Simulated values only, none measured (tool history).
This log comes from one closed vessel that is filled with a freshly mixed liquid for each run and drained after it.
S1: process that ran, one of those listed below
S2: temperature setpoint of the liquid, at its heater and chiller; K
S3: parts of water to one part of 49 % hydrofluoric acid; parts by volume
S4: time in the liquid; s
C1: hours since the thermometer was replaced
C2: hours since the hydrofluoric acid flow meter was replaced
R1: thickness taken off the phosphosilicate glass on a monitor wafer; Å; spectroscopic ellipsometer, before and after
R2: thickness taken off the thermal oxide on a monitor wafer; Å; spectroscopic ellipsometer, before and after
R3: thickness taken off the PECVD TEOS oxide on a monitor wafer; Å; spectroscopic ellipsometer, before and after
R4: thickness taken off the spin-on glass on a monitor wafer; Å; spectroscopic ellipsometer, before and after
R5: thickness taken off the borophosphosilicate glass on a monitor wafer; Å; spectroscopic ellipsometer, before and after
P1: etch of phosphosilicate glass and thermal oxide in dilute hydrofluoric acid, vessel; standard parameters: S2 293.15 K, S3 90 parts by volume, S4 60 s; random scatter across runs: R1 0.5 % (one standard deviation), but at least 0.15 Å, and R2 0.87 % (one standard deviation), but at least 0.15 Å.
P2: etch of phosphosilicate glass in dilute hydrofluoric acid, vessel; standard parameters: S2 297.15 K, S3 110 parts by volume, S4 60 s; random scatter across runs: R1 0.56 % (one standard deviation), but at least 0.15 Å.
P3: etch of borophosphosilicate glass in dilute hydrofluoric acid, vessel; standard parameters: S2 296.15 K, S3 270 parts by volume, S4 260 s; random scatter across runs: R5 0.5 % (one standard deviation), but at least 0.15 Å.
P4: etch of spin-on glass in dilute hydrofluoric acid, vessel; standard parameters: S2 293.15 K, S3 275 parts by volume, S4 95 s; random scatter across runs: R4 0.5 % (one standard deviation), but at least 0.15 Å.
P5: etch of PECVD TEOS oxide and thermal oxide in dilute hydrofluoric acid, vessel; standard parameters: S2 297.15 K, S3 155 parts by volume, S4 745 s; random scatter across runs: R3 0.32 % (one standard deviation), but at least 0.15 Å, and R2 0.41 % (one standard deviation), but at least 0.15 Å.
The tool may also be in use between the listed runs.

run 1 day=0.475 | S1=P1 S2=293.15 S3=90 S4=60 | C1=1706.1 C2=185.8 | R1=748.88 R2=26.1810
run 2 day=0.900 | S1=P5 S2=297.15 S3=155 S4=1365 | C1=1716.3 C2=196.0 | R2=381.7100 R3=1017.20
run 3 day=1.146 | S1=P4 S2=293.15 S3=510 S4=95 | C1=1722.2 C2=201.9 | R4=54.993
run 4 day=1.621 | S1=P1 S2=290.15 S3=90 S4=60 | C1=1733.6 C2=213.3 | R1=660.89 R2=22.4480
run 5 day=1.971 | S1=P3 S2=296.15 S3=270 S4=260 | C1=1742.0 C2=221.7 | R5=337.01
run 6 day=2.346 | S1=P3 S2=290.15 S3=270 S4=260 | C1=1751.0 C2=230.7 | R5=268.06
run 7 day=2.800 | S1=P1 S2=300.15 S3=90 S4=60 | C1=1761.9 C2=241.6 | R1=991.77 R2=33.8120
run 8 day=3.071 | S1=P1 S2=293.15 S3=90 S4=60 | C1=1768.4 C2=248.1 | R1=746.08 R2=25.7550
run 9 day=3.425 | S1=P4 S2=293.15 S3=275 S4=35 | C1=1776.9 C2=256.6 | R4=46.248
run 10 day=3.667 | S1=P3 S2=296.15 S3=55 S4=260 | C1=1782.7 C2=262.4 | R5=2104.30
run 11 day=3.904 | S1=P1 S2=293.15 S3=160 S4=60 | C1=1788.4 C2=268.1 | R1=388.48 R2=13.5840
run 12 day=4.346 | S1=P1 S2=293.15 S3=90 S4=60 | C1=1799.0 C2=278.7 | R1=746.64 R2=25.3140
run 13 day=4.662 | S1=P1 S2=293.15 S3=90 S4=30 | C1=1806.6 C2=286.3 | R1=374.03 R2=12.8090
run 14 day=5.000 | S1=P1 S2=293.15 S3=90 S4=60 | C1=1814.7 C2=294.4 | R1=745.63 R2=25.7380
run 15 day=5.233 | S1=P1 S2=298.15 S3=40 S4=60 | C1=1820.3 C2=300.0 | R1=2191.20 R2=75.2820
run 16 day=5.538 | S1=P1 S2=293.15 S3=90 S4=60 | C1=1827.6 C2=307.3 | R1=751.39 R2=25.7650
run 17 day=5.883 | S1=P2 S2=297.15 S3=160 S4=60 | C1=1835.9 C2=315.6 | R1=404.29
run 18 day=6.108 | S1=P2 S2=290.15 S3=110 S4=60 | C1=1841.3 C2=321.0 | R1=465.26
run 19 day=6.479 | S1=P4 S2=299.15 S3=275 S4=95 | C1=1850.2 C2=329.9 | R4=153.220
run 20 day=6.879 | S1=P1 S2=293.15 S3=25 S4=60 | C1=1859.8 C2=339.5 | R1=2913.30 R2=99.3700
run 21 day=7.117 | S1=P2 S2=297.15 S3=110 S4=60 | C1=1865.5 C2=345.2 | R1=620.09
-- day=7.200 hydrofluoric acid flow meter replaced
run 22 day=7.404 | S1=P5 S2=297.15 S3=155 S4=745 | C1=1872.4 C2=5.0 | R2=207.8100 R3=554.56
run 23 day=7.842 | S1=P2 S2=297.15 S3=110 S4=120 | C1=1882.9 C2=15.5 | R1=1245.30
run 24 day=8.279 | S1=P5 S2=297.15 S3=20 S4=745 | C1=1893.4 C2=26.0 | R2=1904.5000 R3=5076.00
run 25 day=8.633 | S1=P1 S2=293.15 S3=155 S4=30 | C1=1901.9 C2=34.5 | R1=203.41 R2=6.7875
run 26 day=8.904 | S1=P1 S2=293.15 S3=90 S4=85 | C1=1908.4 C2=41.0 | R1=1055.00 R2=36.0050
run 27 day=9.338 | S1=P1 S2=293.15 S3=150 S4=35 | C1=1918.8 C2=51.4 | R1=244.82 R2=8.4816
run 28 day=9.667 | S1=P3 S2=296.15 S3=270 S4=120 | C1=1926.7 C2=59.3 | R5=155.87
run 29 day=9.933 | S1=P4 S2=293.15 S3=275 S4=95 | C1=1933.1 C2=65.7 | R4=124.360
run 30 day=10.200 | S1=P5 S2=290.15 S3=155 S4=745 | C1=1939.5 C2=72.1 | R2=158.0300 R3=420.54
run 31 day=10.583 | S1=P2 S2=297.15 S3=110 S4=60 | C1=1948.7 C2=81.3 | R1=616.85
run 32 day=11.046 | S1=P5 S2=297.15 S3=155 S4=745 | C1=1959.8 C2=92.4 | R2=207.5600 R3=560.00
run 33 day=11.496 | S1=P1 S2=293.15 S3=90 S4=60 | C1=1970.6 C2=103.2 | R1=746.20 R2=26.0800
run 34 day=11.796 | S1=P1 S2=293.15 S3=90 S4=60 | C1=1977.8 C2=110.4 | R1=722.80 R2=24.6400
run 35 day=12.288 | S1=P1 S2=293.15 S3=90 S4=60 | C1=1989.6 C2=122.2 | R1=697.16 R2=23.5560
run 36 day=12.546 | S1=P1 S2=293.15 S3=90 S4=60 | C1=1995.8 C2=128.4 | R1=691.76 R2=23.5320
run 37 day=12.888 | S1=P1 S2=293.15 S3=90 S4=60 | C1=2004.0 C2=136.6 | R1=686.75 R2=23.0180
run 38 day=13.171 | S1=P1 S2=293.15 S3=90 S4=60 | C1=2010.8 C2=143.4 | R1=681.53 R2=23.4310
run 39 day=13.554 | S1=P1 S2=293.15 S3=90 S4=60 | C1=2020.0 C2=152.6 | R1=674.69 R2=23.3520
run 40 day=13.867 | S1=P1 S2=293.15 S3=90 S4=60 | C1=2027.5 C2=160.1 | R1=673.13 R2=23.1500

Compared with where it was, what P1 gives has crept away. Each cause listed below fits the log as well as the rest, at the size given for it:
A: liquid colder than its thermometer reads (K) = 2.36
B: hydrofluoric acid flow below the setpoint (%) = 8.5
At approximately day 11.496, the process output began to creep.

Consider the 4 check runs below, whose results appear as question marks and each of which averages 2 wafers. Which one distinguishes the causes, in that each cause would give it a clearly different result?
run check 1 day=14.179 | S1=P2 S2=290.15 S3=110 S4=95 | R1=?
run check 2 day=14.179 | S1=P3 S2=292.65 S3=75 S4=260 | R5=?
run check 3 day=14.179 | S1=P4 S2=293.15 S3=375 S4=95 | R4=?
run check 4 day=14.179 | S1=P5 S2=290.15 S3=155 S4=1315 | R2=? R3=?

What each check would give under each cause:
check=check_1 result=R1 if_A=669.81 if_B=670.36
check=check_2 result=R5 if_A=1175.40 if_B=1179.10
check=check_3 result=R4 if_A=76.871 if_B=74.332
check=check_4 result=R2 if_A=253.2500 if_B=251.9900
check=check_4 result=R3 if_A=674.04 if_B=670.69
Smallest distance between any two causes, each pair judged by its most separating result, in per cent: check 1 0.08 %; check 2 0.31 %; check 3 3.36 %; check 4 0.5 %
The causes can be told apart only by check 3. The other checks would give nearly the same results under each of them.

Check 3 has now been run. It gave: R4 77.106 Å. Which of the candidate causes is it?

The cause is A: liquid colder than its thermometer reads (K).
